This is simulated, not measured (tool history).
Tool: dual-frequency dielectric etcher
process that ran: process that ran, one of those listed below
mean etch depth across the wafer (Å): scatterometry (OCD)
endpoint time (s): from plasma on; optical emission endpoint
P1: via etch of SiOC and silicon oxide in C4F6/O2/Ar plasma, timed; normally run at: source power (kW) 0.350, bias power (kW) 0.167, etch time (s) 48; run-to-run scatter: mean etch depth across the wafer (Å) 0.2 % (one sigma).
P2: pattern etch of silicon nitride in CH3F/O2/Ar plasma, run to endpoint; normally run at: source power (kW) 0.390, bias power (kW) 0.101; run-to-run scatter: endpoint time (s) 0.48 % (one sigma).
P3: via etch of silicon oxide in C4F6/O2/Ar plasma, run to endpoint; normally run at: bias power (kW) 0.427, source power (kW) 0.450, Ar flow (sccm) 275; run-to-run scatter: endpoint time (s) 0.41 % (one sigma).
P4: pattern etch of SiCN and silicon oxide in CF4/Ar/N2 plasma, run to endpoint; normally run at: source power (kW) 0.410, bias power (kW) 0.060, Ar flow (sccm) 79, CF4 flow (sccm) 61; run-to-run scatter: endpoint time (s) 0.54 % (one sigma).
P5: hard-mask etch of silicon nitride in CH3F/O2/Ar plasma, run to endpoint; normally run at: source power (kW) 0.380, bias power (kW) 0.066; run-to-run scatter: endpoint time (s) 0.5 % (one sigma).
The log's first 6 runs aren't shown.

run,day,process that ran,source power (kW),bias power (kW),etch time (s),Ar flow (sccm),CF4 flow (sccm),hours since the last wet clean,hours since the last source power generator calibration,hours since the last bias power generator calibration,mean etch depth across the wafer (Å),endpoint time (s)
7,2.796,P4,0.410,0.060,,79,79,363.3,1369.1,1643.3,,13.483
8,3.267,P3,0.450,0.582,,275,,374.6,1380.4,1654.6,,23.512
9,3.546,P5,0.220,0.066,,,,381.3,1387.1,1661.3,,100.280
10,3.812,P4,0.410,0.035,,79,61,387.7,1393.5,1667.7,,16.755
11,4.204,P1,0.430,0.167,48,,,397.1,1402.9,1677.1,569.54,
12,4.567,P1,0.350,0.167,48,,,405.8,1411.6,1685.8,521.83,
13,4.917,P3,0.450,0.427,,174,,414.2,1420.0,1694.2,,25.107
14,5.162,P4,0.410,0.060,,103,61,420.1,1425.9,1700.1,,14.687
15,5.604,P4,0.540,0.060,,79,61,430.7,1436.5,1710.7,,11.186
16,5.812,P2,0.390,0.101,,,,435.7,1441.5,1715.7,,49.273
17,6.054,P1,0.350,0.167,67,,,441.5,1447.3,1721.5,731.41,
18,6.512,P1,0.280,0.214,48,,,452.5,1458.3,1732.5,520.56,
19,6.975,P1,0.350,0.167,48,,,463.6,1469.4,1743.6,522.26,
20,7.229,P2,0.390,0.101,,,,469.7,1475.5,1749.7,,49.234
21,7.621,P2,0.390,0.127,,,,479.1,1484.9,1759.1,,45.316
22,8.083,P3,0.450,0.427,,275,,490.2,1496.0,1770.2,,26.448
23,8.496,P1,0.350,0.167,48,,,500.1,1505.9,1780.1,522.91,
24,8.775,P1,0.350,0.102,48,,,506.8,1512.6,1786.8,451.41,
25,9.100,P1,0.230,0.167,48,,,514.6,1520.4,1794.6,445.91,
26,9.483,P1,0.230,0.167,65,,,523.8,1529.6,1803.8,600.50,
27,9.938,P4,0.410,0.060,,79,61,534.7,1540.5,1814.7,,14.142
28,10.379,P1,0.350,0.203,48,,,545.3,1551.1,1825.3,559.52,
29,10.646,P5,0.380,0.040,,,,551.7,1557.5,1831.7,,95.664
30,11.108,P1,0.350,0.167,48,,,562.8,1568.6,1842.8,524.36,

Forecast run 31:
31,11.362,P1,0.350,0.167,48,,,568.9,1574.7,1848.9,?,

mean etch depth across the wafer (Å): 524.55
